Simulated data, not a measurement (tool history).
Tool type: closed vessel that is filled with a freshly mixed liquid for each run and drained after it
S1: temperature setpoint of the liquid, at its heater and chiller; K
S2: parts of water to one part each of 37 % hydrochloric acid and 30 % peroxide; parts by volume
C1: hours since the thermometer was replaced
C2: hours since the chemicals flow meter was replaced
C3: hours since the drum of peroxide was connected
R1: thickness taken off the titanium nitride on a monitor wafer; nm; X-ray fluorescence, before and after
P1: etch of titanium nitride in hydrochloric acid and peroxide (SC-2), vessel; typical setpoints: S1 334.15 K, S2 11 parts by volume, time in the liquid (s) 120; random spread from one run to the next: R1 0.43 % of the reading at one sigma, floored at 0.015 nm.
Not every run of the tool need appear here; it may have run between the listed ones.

Run 1, hour 11.4: S1 334.15 K, S2 11 parts by volume, time in the liquid (s) 120; C1 1916.5; C2 1314; C3 186.1. Result: R1 8.5695 nm.
Run 2, hour 17.6: S1 334.15 K, S2 11 parts by volume, time in the liquid (s) 30; C1 1922.7; C2 1320.2; C3 192.3. Result: R1 2.1494 nm.
Run 3, hour 28.5: S1 320.65 K, S2 11 parts by volume, time in the liquid (s) 120; C1 1933.6; C2 1331.1; C3 203.2. Result: R1 3.5582 nm.
Run 4, hour 36.8: S1 334.15 K, S2 11 parts by volume, time in the liquid (s) 120; C1 1941.9; C2 1339.4; C3 211.5. Result: R1 8.6213 nm.
Run 5, hour 46.9: S1 334.15 K, S2 11 parts by volume, time in the liquid (s) 235; C1 1952; C2 1349.5; C3 221.6. Result: R1 16.817 nm.
Run 6, hour 58.3: S1 321.15 K, S2 7 parts by volume, time in the liquid (s) 120; C1 1963.4; C2 1360.9; C3 233. Result: R1 5.3377 nm.
Run 7, hour 66.2: S1 334.15 K, S2 11 parts by volume, time in the liquid (s) 120; C1 1971.3; C2 1368.8; C3 240.9. Result: R1 8.6208 nm.
Run 8, hour 74.7: S1 345.15 K, S2 11 parts by volume, time in the liquid (s) 120; C1 1979.8; C2 1377.3; C3 249.4. Result: R1 16.771 nm.
Run 9, hour 81.9: S1 334.15 K, S2 19 parts by volume, time in the liquid (s) 120; C1 1987; C2 1384.5; C3 256.6. Result: R1 5.3364 nm.
Run 10, hour 87.6: S1 334.15 K, S2 11 parts by volume, time in the liquid (s) 120; C1 1992.7; C2 1390.2; C3 262.3. Result: R1 8.5299 nm.
Run 11, hour 99.8: S1 334.15 K, S2 11 parts by volume, time in the liquid (s) 120; C1 2004.9; C2 1402.4; C3 274.5. Result: R1 8.61 nm.
Run 12, hour 109.7: S1 334.15 K, S2 4 parts by volume, time in the liquid (s) 120; C1 2014.8; C2 1412.3; C3 284.4. Result: R1 18.744 nm.
Run 13, hour 121.1: S1 334.15 K, S2 11 parts by volume, time in the liquid (s) 120; C1 2026.2; C2 1423.7; C3 295.8. Result: R1 8.6225 nm.
Run 14, hour 126.4: S1 334.15 K, S2 4 parts by volume, time in the liquid (s) 225; C1 2031.5; C2 1429; C3 301.1. Result: R1 34.865 nm.
Run 15, hour 133.5: S1 345.15 K, S2 5 parts by volume, time in the liquid (s) 120; C1 2038.6; C2 1436.1; C3 308.2. Result: R1 30.919 nm.
Run 16, hour 144.8: S1 334.15 K, S2 11 parts by volume, time in the liquid (s) 120; C1 2049.9; C2 1447.4; C3 319.5. Result: R1 8.5671 nm.
Run 17, hour 154.6: S1 334.15 K, S2 11 parts by volume, time in the liquid (s) 120; C1 2059.7; C2 1457.2; C3 329.3. Result: R1 8.3272 nm.
Run 18, hour 164.5: S1 334.15 K, S2 11 parts by volume, time in the liquid (s) 120; C1 2069.6; C2 1467.1; C3 339.2. Result: R1 8.1304 nm.
Run 19, hour 172.3: S1 334.15 K, S2 11 parts by volume, time in the liquid (s) 120; C1 2077.4; C2 1474.9; C3 347. Result: R1 8.049 nm.
Run 20, hour 181.9: S1 334.15 K, S2 11 parts by volume, time in the liquid (s) 120; C1 2087; C2 1484.5; C3 356.6. Result: R1 7.9872 nm.
At hour 185.6: new drum of peroxide connected.
Run 21, hour 191.4: S1 334.15 K, S2 11 parts by volume, time in the liquid (s) 120; C1 2096.5; C2 1494; C3 5.8. Result: R1 7.9566 nm.
Run 22, hour 199.3: S1 334.15 K, S2 11 parts by volume, time in the liquid (s) 120; C1 2104.4; C2 1501.9; C3 13.7. Result: R1 7.9224 nm.
Run 23, hour 204.8: S1 334.15 K, S2 11 parts by volume, time in the liquid (s) 120; C1 2109.9; C2 1507.4; C3 19.2. Result: R1 7.9549 nm.
Run 24, hour 214.8: S1 334.15 K, S2 11 parts by volume, time in the liquid (s) 120; C1 2119.9; C2 1517.4; C3 29.2. Result: R1 7.8739 nm.

Something has made what P1 gives creep away from where it was; the 2 causes below, each at its own stated size, fit the log equally well:
A: liquid colder than its thermometer reads (K) = 1.32
B: chemicals flow below the setpoint (%) = 9.19
The creep began at about hour 144.8.
Each remaining cause and why it is not a fit:
peroxide weaker than its label (%): serviced at hour 185.6, after the change had begun; the process did not return to its earlier output

Which of the 4 check runs listed below, each an average over 3 wafers with its results shown as question marks, gives clearly different results under the different listed causes?
Run check 1, hour 224.8: S1 328.15 K, S2 11 parts by volume, time in the liquid (s) 215. Result: R1 ?.
Run check 2, hour 224.8: S1 320.65 K, S2 4.5 parts by volume, time in the liquid (s) 120. Result: R1 ?.
Run check 3, hour 224.8: S1 334.15 K, S2 18 parts by volume, time in the liquid (s) 120. Result: R1 ?.
Run check 4, hour 224.8: S1 339.65 K, S2 11 parts by volume, time in the liquid (s) 185. Result: R1 ?.

Check results expected under each cause:
  check  result    if A    if B
check 1      R1  9.6596   9.694
check 2      R1  6.5378  6.6839
check 3      R1  5.1452  5.1219
check 4      R1  17.147  17.109
Gap, in per cent, between the two causes that each check separates least, read from the result that separates them most: check 1 0.35 %; check 2 2.21 %; check 3 0.45 %; check 4 0.22 %
The causes can be told apart only by check 2. The other checks would give nearly the same results under each of them.

Check 2 was carried out, with these results: R1 6.6823 nm. Which of the listed causes is responsible?

The correct cause is B, namely: chemicals flow below the setpoint (%).
